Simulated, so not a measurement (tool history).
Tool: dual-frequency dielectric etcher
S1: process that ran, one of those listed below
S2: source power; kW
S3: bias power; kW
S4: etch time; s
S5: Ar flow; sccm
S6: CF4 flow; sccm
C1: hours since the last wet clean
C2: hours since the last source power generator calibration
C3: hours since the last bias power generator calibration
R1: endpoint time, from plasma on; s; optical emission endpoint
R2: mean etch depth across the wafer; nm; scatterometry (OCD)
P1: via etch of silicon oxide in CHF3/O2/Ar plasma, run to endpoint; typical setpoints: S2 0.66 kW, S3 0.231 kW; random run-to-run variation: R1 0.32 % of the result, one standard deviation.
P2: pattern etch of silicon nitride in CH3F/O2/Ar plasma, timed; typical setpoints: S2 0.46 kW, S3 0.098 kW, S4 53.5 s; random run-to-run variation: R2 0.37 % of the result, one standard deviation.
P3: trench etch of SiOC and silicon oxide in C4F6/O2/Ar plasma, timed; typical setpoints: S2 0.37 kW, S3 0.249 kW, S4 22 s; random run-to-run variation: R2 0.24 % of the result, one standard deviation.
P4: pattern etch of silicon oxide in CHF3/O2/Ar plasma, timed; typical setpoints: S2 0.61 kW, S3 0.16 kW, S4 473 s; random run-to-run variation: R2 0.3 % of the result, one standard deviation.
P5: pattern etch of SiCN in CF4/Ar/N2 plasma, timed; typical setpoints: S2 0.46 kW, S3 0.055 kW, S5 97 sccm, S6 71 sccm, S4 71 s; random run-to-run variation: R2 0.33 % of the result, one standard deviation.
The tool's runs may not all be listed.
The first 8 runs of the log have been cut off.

run 9 hour=69.5 | S1=P1 S2=0.44 S3=0.313 | C1=192.4 C2=1236.1 C3=1371.9 | R1=315.78
run 10 hour=80.1 | S1=P5 S2=0.46 S3=0.055 S4=42.5 S5=97 S6=71 | C1=203 C2=1246.7 C3=1382.5 | R2=35.667
run 11 hour=87.4 | S1=P4 S2=0.61 S3=0.199 S4=473 | C1=210.3 C2=1254 C3=1389.8 | R2=960.32
run 12 hour=93.1 | S1=P1 S2=0.66 S3=0.231 | C1=216 C2=1259.7 C3=1395.5 | R1=302.07
run 13 hour=103.7 | S1=P3 S2=0.37 S3=0.249 S4=22 | C1=226.6 C2=1270.3 C3=1406.1 | R2=46.205
run 14 hour=110.8 | S1=P1 S2=0.66 S3=0.231 | C1=233.7 C2=1277.4 C3=1413.2 | R1=302.86
run 15 hour=118.2 | S1=P2 S2=0.46 S3=0.098 S4=67.5 | C1=241.1 C2=1284.8 C3=1420.6 | R2=54.681
run 16 hour=127.7 | S1=P1 S2=0.66 S3=0.309 | C1=250.6 C2=1294.3 C3=1430.1 | R1=272.48
run 17 hour=139.6 | S1=P3 S2=0.37 S3=0.249 S4=14 | C1=262.5 C2=1306.2 C3=1442 | R2=29.269
run 18 hour=150.9 | S1=P4 S2=0.81 S3=0.16 S4=473 | C1=273.8 C2=1317.5 C3=1453.3 | R2=997.29
run 19 hour=156.3 | S1=P5 S2=0.64 S3=0.055 S4=71 S5=97 S6=71 | C1=279.2 C2=1322.9 C3=1458.7 | R2=79.741
run 20 hour=166.2 | S1=P5 S2=0.46 S3=0.043 S4=71 S5=97 S6=71 | C1=289.1 C2=1332.8 C3=1468.6 | R2=55.419
run 21 hour=177.3 | S1=P5 S2=0.46 S3=0.055 S4=71 S5=60 S6=71 | C1=300.2 C2=1343.9 C3=1479.7 | R2=64.159
run 22 hour=184.2 | S1=P3 S2=0.37 S3=0.149 S4=22 | C1=307.1 C2=1350.8 C3=1486.6 | R2=39.102
run 23 hour=190.7 | S1=P4 S2=0.61 S3=0.16 S4=473 | C1=313.6 C2=1357.3 C3=1493.1 | R2=887.24
run 24 hour=202.4 | S1=P5 S2=0.46 S3=0.055 S4=71 S5=97 S6=71 | C1=325.3 C2=1369 C3=1504.8 | R2=59.799
run 25 hour=214.3 | S1=P1 S2=0.52 S3=0.231 | C1=337.2 C2=1380.9 C3=1516.7 | R1=332.16
run 26 hour=220.1 | S1=P2 S2=0.46 S3=0.098 S4=53.5 | C1=343 C2=1386.7 C3=1522.5 | R2=43.15
run 27 hour=231.2 | S1=P1 S2=0.66 S3=0.231 | C1=354.1 C2=1397.8 C3=1533.6 | R1=303.95
-- hour=231.3 source power generator calibrated
run 28 hour=239.7 | S1=P4 S2=0.61 S3=0.16 S4=260 | C1=362.6 C2=8.5 C3=1542.1 | R2=488.15
-- hour=246.1 wet clean of the chamber
run 29 hour=251.7 | S1=P5 S2=0.46 S3=0.055 S4=71 S5=97 S6=71 | C1=5.7 C2=20.5 C3=1554.1 | R2=59.417
run 30 hour=258.5 | S1=P1 S2=0.66 S3=0.136 | C1=12.5 C2=27.3 C3=1560.9 | R1=361.16

What will run 31 give?
run 31 hour=267.9 | S1=P2 S2=0.46 S3=0.133 S4=53.5 | C1=21.9 C2=36.7 C3=1570.3 | R2=?

R2: 48.504 nm
